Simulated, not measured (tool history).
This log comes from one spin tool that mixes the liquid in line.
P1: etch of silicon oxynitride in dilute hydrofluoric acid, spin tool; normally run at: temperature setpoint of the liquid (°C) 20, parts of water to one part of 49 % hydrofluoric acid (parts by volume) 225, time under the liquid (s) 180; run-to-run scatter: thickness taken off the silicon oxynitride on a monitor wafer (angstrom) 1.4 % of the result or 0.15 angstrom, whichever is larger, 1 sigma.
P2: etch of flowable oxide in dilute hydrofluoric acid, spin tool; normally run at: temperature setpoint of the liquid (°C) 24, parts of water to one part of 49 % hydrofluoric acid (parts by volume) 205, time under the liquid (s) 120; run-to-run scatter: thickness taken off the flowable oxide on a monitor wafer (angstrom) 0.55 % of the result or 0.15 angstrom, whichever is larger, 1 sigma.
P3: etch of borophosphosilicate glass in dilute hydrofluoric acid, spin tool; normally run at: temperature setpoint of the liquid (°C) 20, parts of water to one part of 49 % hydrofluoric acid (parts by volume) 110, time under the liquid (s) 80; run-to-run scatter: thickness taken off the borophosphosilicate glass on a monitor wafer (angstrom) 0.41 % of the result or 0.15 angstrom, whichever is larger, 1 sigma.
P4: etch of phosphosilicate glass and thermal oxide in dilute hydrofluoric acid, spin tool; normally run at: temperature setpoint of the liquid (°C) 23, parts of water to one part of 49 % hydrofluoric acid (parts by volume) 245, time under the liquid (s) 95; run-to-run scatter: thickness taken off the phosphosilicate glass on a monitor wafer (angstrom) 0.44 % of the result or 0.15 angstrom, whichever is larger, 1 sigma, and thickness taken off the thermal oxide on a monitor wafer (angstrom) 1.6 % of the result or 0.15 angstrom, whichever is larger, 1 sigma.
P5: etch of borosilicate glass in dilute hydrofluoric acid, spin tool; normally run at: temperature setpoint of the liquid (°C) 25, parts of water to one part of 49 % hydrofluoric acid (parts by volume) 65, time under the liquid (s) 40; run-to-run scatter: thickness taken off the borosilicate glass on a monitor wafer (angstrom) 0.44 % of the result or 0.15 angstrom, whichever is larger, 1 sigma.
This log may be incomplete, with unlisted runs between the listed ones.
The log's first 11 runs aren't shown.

run,hour,process that ran,temperature setpoint of the liquid (°C),parts of water to one part of 49 % hydrofluoric acid (parts by volume),time under the liquid (s),hours since the thermometer was replaced,hours since the hydrofluoric acid flow meter was replaced,thickness taken off the silicon oxynitride on a monitor wafer (angstrom),thickness taken off the phosphosilicate glass on a monitor wafer (angstrom),thickness taken off the thermal oxide on a monitor wafer (angstrom),thickness taken off the borosilicate glass on a monitor wafer (angstrom),thickness taken off the flowable oxide on a monitor wafer (angstrom),thickness taken off the borophosphosilicate glass on a monitor wafer (angstrom)
12,110.2,P3,17,110,80,283.8,1063.8,,,,,,216.43
13,121.1,P1,20,225,180,294.7,1074.7,14.659,,,,,
14,129.5,P1,20,225,180,303.1,1083.1,14.859,,,,,
15,139.9,P5,25,65,40,313.5,1093.5,,,,207.58,,
16,149.9,P3,20,110,80,323.5,1103.5,,,,,,243.37
17,157,P1,20,225,180,330.6,1110.6,14.992,,,,,
18,163.5,P2,24,205,50,337.1,1117.1,,,,,54.912,
19,174.6,P2,24,205,120,348.2,1128.2,,,,,132.09,
20,181.1,P2,30,205,120,354.7,1134.7,,,,,161.82,

Forecast run 21:
21,193.3,P1,20,225,260,366.9,1146.9,?,,,,,

Run 21 yielded thickness taken off the silicon oxynitride on a monitor wafer (angstrom) 21.67.
